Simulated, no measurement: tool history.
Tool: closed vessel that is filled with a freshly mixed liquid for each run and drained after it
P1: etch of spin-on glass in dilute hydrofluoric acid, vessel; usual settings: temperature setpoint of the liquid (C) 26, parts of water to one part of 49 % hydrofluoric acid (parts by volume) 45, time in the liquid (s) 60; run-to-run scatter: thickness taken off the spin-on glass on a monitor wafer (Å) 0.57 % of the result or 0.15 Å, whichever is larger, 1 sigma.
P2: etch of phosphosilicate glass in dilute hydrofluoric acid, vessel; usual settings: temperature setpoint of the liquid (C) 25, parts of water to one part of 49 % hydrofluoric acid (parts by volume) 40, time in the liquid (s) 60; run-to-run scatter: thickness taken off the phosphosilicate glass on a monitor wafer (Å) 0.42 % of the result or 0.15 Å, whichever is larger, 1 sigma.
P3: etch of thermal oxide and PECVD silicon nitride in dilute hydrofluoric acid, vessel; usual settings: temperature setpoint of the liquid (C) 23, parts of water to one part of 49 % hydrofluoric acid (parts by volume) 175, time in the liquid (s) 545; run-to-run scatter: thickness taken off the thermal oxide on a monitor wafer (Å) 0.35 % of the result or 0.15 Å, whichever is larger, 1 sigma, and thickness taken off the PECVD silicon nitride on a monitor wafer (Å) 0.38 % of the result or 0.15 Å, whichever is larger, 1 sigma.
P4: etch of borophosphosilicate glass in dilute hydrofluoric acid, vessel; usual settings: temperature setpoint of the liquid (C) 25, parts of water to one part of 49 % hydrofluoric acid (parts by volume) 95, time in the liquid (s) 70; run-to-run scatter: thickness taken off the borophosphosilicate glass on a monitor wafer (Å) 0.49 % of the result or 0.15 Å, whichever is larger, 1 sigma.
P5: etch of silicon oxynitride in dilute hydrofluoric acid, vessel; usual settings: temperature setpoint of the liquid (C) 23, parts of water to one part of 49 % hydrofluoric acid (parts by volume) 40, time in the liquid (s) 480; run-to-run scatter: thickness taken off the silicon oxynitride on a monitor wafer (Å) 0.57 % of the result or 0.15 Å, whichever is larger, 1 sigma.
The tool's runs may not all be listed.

| run | hour | process that ran | temperature setpoint of the liquid (C) | parts of water to one part of 49 % hydrofluoric acid (parts by volume) | time in the liquid (s) | thickness taken off the spin-on glass on a monitor wafer (Å) | thickness taken off the phosphosilicate glass on a monitor wafer (Å) | thickness taken off the silicon oxynitride on a monitor wafer (Å) | thickness taken off the borophosphosilicate glass on a monitor wafer (Å) | thickness taken off the thermal oxide on a monitor wafer (Å) | thickness taken off the PECVD silicon nitride on a monitor wafer (Å) |
|---|---|---|---|---|---|---|---|---|---|---|---|
| 1 | 3.8 | P1 | 26 | 45 | 60 | 626.42 |  |  |  |  |  |
| 2 | 6.9 | P2 | 25 | 40 | 60 |  | 1164.7 |  |  |  |  |
| 3 | 9.6 | P5 | 23 | 25 | 480 |  |  | 460.25 |  |  |  |
| 4 | 13.7 | P1 | 17.5 | 45 | 60 | 438.39 |  |  |  |  |  |
| 5 | 16.4 | P4 | 25 | 135 | 70 |  |  |  | 216.01 |  |  |
| 6 | 20.5 | P5 | 30.5 | 40 | 480 |  |  | 407.32 |  |  |  |
|  | 20.7 | thermometer replaced |
| 7 | 22.9 | P3 | 31 | 175 | 545 |  |  |  |  | 177.44 | 103.61 |
| 8 | 27.9 | P4 | 25 | 95 | 70 |  |  |  | 321.27 |  |  |
| 9 | 32.9 | P2 | 31 | 40 | 60 |  | 1478.3 |  |  |  |  |
| 10 | 36.3 | P4 | 25 | 95 | 130 |  |  |  | 596.04 |  |  |
| 11 | 40.8 | P2 | 25 | 25 | 60 |  | 1910.2 |  |  |  |  |
| 12 | 44.3 | P5 | 23 | 40 | 910 |  |  | 533.44 |  |  |  |
| 13 | 48.2 | P1 | 18 | 20 | 60 | 1055.9 |  |  |  |  |  |
| 14 | 51 | P1 | 26 | 60 | 60 | 464.61 |  |  |  |  |  |
| 15 | 55.1 | P1 | 26 | 45 | 30 | 317.01 |  |  |  |  |  |
| 16 | 58.2 | P1 | 26 | 45 | 60 | 633.85 |  |  |  |  |  |
| 17 | 61.7 | P3 | 23 | 175 | 1065 |  |  |  |  | 260.11 | 123.63 |
| 18 | 64.4 | P2 | 25 | 40 | 60 |  | 1172.1 |  |  |  |  |
| 19 | 67.7 | P2 | 25 | 40 | 30 |  | 582.7 |  |  |  |  |
| 20 | 72.6 | P5 | 23 | 40 | 480 |  |  | 286.63 |  |  |  |
| 21 | 76.2 | P1 | 33.5 | 45 | 60 | 839.07 |  |  |  |  |  |
| 22 | 79.8 | P1 | 26 | 45 | 60 | 627.02 |  |  |  |  |  |
| 23 | 82.7 | P3 | 23 | 175 | 545 |  |  |  |  | 132.63 | 63.498 |
| 24 | 85.2 | P5 | 23 | 40 | 480 |  |  | 284.38 |  |  |  |
| 25 | 88.2 | P4 | 19 | 95 | 70 |  |  |  | 252.64 |  |  |
| 26 | 91.6 | P1 | 26 | 45 | 60 | 626.64 |  |  |  |  |  |
| 27 | 95 | P1 | 26 | 45 | 115 | 1197.9 |  |  |  |  |  |
| 28 | 97.6 | P4 | 25 | 95 | 70 |  |  |  | 321.61 |  |  |
| 29 | 102.5 | P3 | 23 | 40 | 545 |  |  |  |  | 679.89 | 267.94 |
| 30 | 104.9 | P3 | 23 | 175 | 545 |  |  |  |  | 132.81 | 63.175 |
| 31 | 107.9 | P1 | 26 | 30 | 60 | 974.09 |  |  |  |  |  |
| 32 | 111.6 | P1 | 26 | 45 | 60 | 632.36 |  |  |  |  |  |
| 33 | 115.8 | P1 | 26 | 45 | 60 | 633.05 |  |  |  |  |  |
| 34 | 119.9 | P1 | 26 | 45 | 60 | 631.47 |  |  |  |  |  |
| 35 | 122.2 | P1 | 26 | 45 | 60 | 641.38 |  |  |  |  |  |
| 36 | 126.4 | P1 | 26 | 45 | 60 | 655.23 |  |  |  |  |  |
| 37 | 129.6 | P1 | 26 | 45 | 60 | 658.07 |  |  |  |  |  |
| 38 | 134.6 | P1 | 26 | 45 | 60 | 671.03 |  |  |  |  |  |
| 39 | 139.7 | P1 | 26 | 45 | 60 | 672.39 |  |  |  |  |  |
| 40 | 144 | P1 | 26 | 45 | 60 | 674.54 |  |  |  |  |  |
| 41 | 148 | P1 | 26 | 45 | 60 | 677.55 |  |  |  |  |  |
| 42 | 150.8 | P1 | 26 | 45 | 60 | 676.23 |  |  |  |  |  |
| 43 | 154.1 | P1 | 26 | 45 | 60 | 676.14 |  |  |  |  |  |

What P1 gives has crept away from where it was. These 2 causes fit the log equally well, each at the size given:
A: liquid hotter than its thermometer reads (K) = 1.62
B: hydrofluoric acid flow above the setpoint (%) = 6.35
The creep began at about hour 119.9.

4 check runs are offered, one wafer each, their results left as question marks. Which one tells the causes apart?
| check 1 | 157.4 | P3 | 23 | 175 | 1045 |  |  |  |  | ? | ? |
| check 2 | 157.4 | P4 | 19 | 95 | 70 |  |  |  | ? |  |  |
| check 3 | 157.4 | P5 | 30 | 40 | 845 |  |  | ? |  |  |  |
| check 4 | 157.4 | P2 | 31 | 40 | 30 |  | ? |  |  |  |  |

What each check would give under each cause:
| check | result | if A | if B |
|---|---|---|---|
| check 1 | thickness taken off the thermal oxide on a monitor wafer (Å) | 269.87 | 273.11 |
| check 1 | thickness taken off the PECVD silicon nitride on a monitor wafer (Å) | 134.41 | 128.75 |
| check 2 | thickness taken off the borophosphosilicate glass on a monitor wafer (Å) | 269.09 | 269.34 |
| check 3 | thickness taken off the silicon oxynitride on a monitor wafer (Å) | 756.44 | 747.66 |
| check 4 | thickness taken off the phosphosilicate glass on a monitor wafer (Å) | 789.11 | 790.8 |
How far apart the two closest causes lie, in the result that separates them most: check 1 4.3 %; check 2 0.09 %; check 3 1.17 %; check 4 0.21 %
Only check 1 tells the causes apart: in the others they would give nearly the same result.

Then check 1 was run and gave: thickness taken off the thermal oxide on a monitor wafer (Å) 273.6; thickness taken off the PECVD silicon nitride on a monitor wafer (Å) 127.95. Which cause is it?

It is B: hydrofluoric acid flow above the setpoint (%).
